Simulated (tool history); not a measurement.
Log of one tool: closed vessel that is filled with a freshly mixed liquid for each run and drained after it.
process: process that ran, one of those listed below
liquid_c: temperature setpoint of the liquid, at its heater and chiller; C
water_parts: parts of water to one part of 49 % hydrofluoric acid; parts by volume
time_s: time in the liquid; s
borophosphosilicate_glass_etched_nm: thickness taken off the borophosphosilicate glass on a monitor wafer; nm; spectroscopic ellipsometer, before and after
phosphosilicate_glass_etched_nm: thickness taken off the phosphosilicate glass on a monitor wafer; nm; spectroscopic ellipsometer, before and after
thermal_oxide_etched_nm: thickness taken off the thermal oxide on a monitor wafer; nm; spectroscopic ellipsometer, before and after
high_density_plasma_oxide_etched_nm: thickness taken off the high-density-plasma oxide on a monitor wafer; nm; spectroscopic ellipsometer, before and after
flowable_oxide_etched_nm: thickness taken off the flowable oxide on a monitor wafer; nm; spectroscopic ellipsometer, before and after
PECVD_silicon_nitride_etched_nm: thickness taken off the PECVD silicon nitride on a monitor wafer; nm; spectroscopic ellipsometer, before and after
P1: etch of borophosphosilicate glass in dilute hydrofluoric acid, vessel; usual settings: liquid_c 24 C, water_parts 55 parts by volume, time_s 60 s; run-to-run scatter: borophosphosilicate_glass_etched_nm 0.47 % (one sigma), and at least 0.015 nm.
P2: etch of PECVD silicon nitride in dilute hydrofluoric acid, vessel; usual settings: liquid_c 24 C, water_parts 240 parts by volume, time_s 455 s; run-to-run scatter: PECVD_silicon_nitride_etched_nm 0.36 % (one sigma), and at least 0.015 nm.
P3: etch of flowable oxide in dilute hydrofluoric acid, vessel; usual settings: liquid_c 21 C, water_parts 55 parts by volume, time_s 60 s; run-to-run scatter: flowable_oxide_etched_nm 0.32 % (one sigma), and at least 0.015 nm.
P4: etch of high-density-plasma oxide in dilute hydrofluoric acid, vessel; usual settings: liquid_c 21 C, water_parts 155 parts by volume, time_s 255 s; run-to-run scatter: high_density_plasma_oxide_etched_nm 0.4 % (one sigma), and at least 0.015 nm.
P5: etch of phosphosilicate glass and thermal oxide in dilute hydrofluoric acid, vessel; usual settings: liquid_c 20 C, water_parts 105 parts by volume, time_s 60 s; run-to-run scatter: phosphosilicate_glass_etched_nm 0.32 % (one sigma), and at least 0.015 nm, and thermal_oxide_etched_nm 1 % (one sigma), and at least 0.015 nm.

run   hour  process  liquid_c  water_parts  time_s  hours since the thermometer was replaced  hours since the hydrofluoric acid flow meter was replaced  borophosphosilicate_glass_etched_nm  phosphosilicate_glass_etched_nm  thermal_oxide_etched_nm  high_density_plasma_oxide_etched_nm  flowable_oxide_etched_nm  PECVD_silicon_nitride_etched_nm
  1   16.2       P1        24           55      60                                       562                                                      438.5                               41.953
  2     26       P1        24           25      60                                     571.8                                                      448.3                               96.716
  3   40.3       P1        24           95      60                                     586.1                                                      462.6                               23.272
  4   54.5       P5        17          105      60                                     600.3                                                      476.8                                                                36.707                   2.0937
  5   68.1       P1        24           55      60                                     613.9                                                      490.4                               42.056
  6   84.8       P4        21          245     255                                     630.6                                                      507.1                                                                                                                              4.7662
  7   97.9       P3        21           55      95                                     643.7                                                      520.2                                                                                                                                                        55.158
  8  115.3       P1      19.5           55      60                                     661.1                                                      537.6                               34.964
  9  126.2       P5        20          105      60                                       672                                                      548.5                                                                41.658                   2.3372
 10  138.9       P2        24          240     660                                     684.7                                                      561.2                                                                                                                                                                                         9.2655
 11  154.4       P4      25.5          155     255                                     700.2                                                      576.7                                                                                                                               9.776
 12  162.3       P3        21           20      60                                     708.1                                                      584.6                                                                                                                                                        99.776
 13    175       P3        21           55      60                                     720.8                                                      597.3                                                                                                                                                        34.714
 14  185.9       P1        24           55      60                                     731.7                                                      608.2                               42.177
 15  196.3       P5        20          165      60                                     742.1                                                      618.6                                                                24.852                   1.4165
     211.1  -- hydrofluoric acid flow meter replaced
 16  213.7       P5        20          105      95                                     759.5                                                        2.6                                                                66.122                   3.7882
 17  229.3       P2        24          430     455                                     775.1                                                       18.2                                                                                                                                                                                         3.6259
 18  240.6       P1        24           55      60                                     786.4                                                       29.5                               41.938
 19  250.6       P1        24           55      30                                     796.4                                                       39.5                               20.962
 20  260.2       P3        21           55      60                                       806                                                       49.1                                                                                                                                                        34.736
 21  277.2       P4        21          155     255                                       823                                                       66.1                                                                                                                              8.3082
 22  294.1       P3      26.5           55      60                                     839.9                                                         83                                                                                                                                                        43.635
 23  302.2       P2        24          240     455                                       848                                                       91.1                                                                                                                                                                                         6.4366
 24  315.5       P1        31           55      60                                     861.3                                                      104.4                               55.449
 25  324.8       P2      17.5          240     455                                     870.6                                                      113.7                                                                                                                                                                                         4.2439
 26  337.9       P1        24           55     100                                     883.7                                                      126.8                               70.231
     339.2  -- thermometer replaced
 27  351.8       P1        24           80      30                                      12.6                                                      140.7                               14.079
 28  360.1       P1      19.5           55      30                                      20.9                                                        149                               17.711
 29  375.9       P4        21          155      80                                      36.7                                                      164.8                                                                                                                              2.5526
 30  390.8       P1        24           55      60                                      51.6                                                      179.7                               42.146
 31  401.9       P1        24           55      60                                      62.7                                                      190.8                               42.461
 32  418.2       P1        24           55      60                                        79                                                      207.1                               43.121
 33  428.8       P1        24           55      60                                      89.6                                                      217.7                               43.559
 34  445.7       P1        24           55      60                                     106.5                                                      234.6                               43.873
 35  462.8       P1        24           55      60                                     123.6                                                      251.7                               44.534
 36  477.7       P1        24           55      60                                     138.5                                                      266.6                               44.302
 37  490.2       P1        24           55      60                                       151                                                      279.1                               44.693
 38  505.1       P1        24           55      60                                     165.9                                                        294                               44.596
 39  516.5       P1        24           55      60                                     177.3                                                      305.4                               44.551
 40  529.9       P1        24           55      60                                     190.7                                                      318.8                               44.745
 41  544.1       P1        24           55      60                                     204.9                                                        333                               44.696
 42  558.3       P1        24           55      60                                     219.1                                                      347.2                               44.785

What P1 gives has crept away from where it was. These 2 causes fit the log equally well, each at the size given:
A: hydrofluoric acid flow above the setpoint (%) = 5.76
B: liquid hotter than its thermometer reads (K) = 1.47
The creep began at about hour 401.9.

4 check runs are offered, one wafer each, their results left as question marks. Which one tells the causes apart?
check 1  572.5       P5        20          105      60                                                                                                                                                                          ?                        ?
check 2  572.5       P2        24          240     455                                                                                                                                                                                                                                                                                                   ?
check 3  572.5       P4        21          155     255                                                                                                                                                                                                                                        ?
check 4  572.5       P3        21           55      60                                                                                                                                                                                                                                                                  ?

What each check would give under each cause:
  check                               result    if A    if B
check 1      phosphosilicate_glass_etched_nm  44.227  44.112
check 1              thermal_oxide_etched_nm  2.5142  2.5077
check 2      PECVD_silicon_nitride_etched_nm   6.796  7.0415
check 3  high_density_plasma_oxide_etched_nm  8.7809  8.7138
check 4             flowable_oxide_etched_nm  36.918  36.977
How far apart the two closest causes lie, in the result that separates them most: check 1 0.26 %; check 2 3.55 %; check 3 0.77 %; check 4 0.16 %
Check 2 tells the causes apart: in the others they would give nearly the same result.

Then check 2 was run and gave: PECVD_silicon_nitride_etched_nm 6.7815 nm. Which cause is it?

It is A: hydrofluoric acid flow above the setpoint (%).
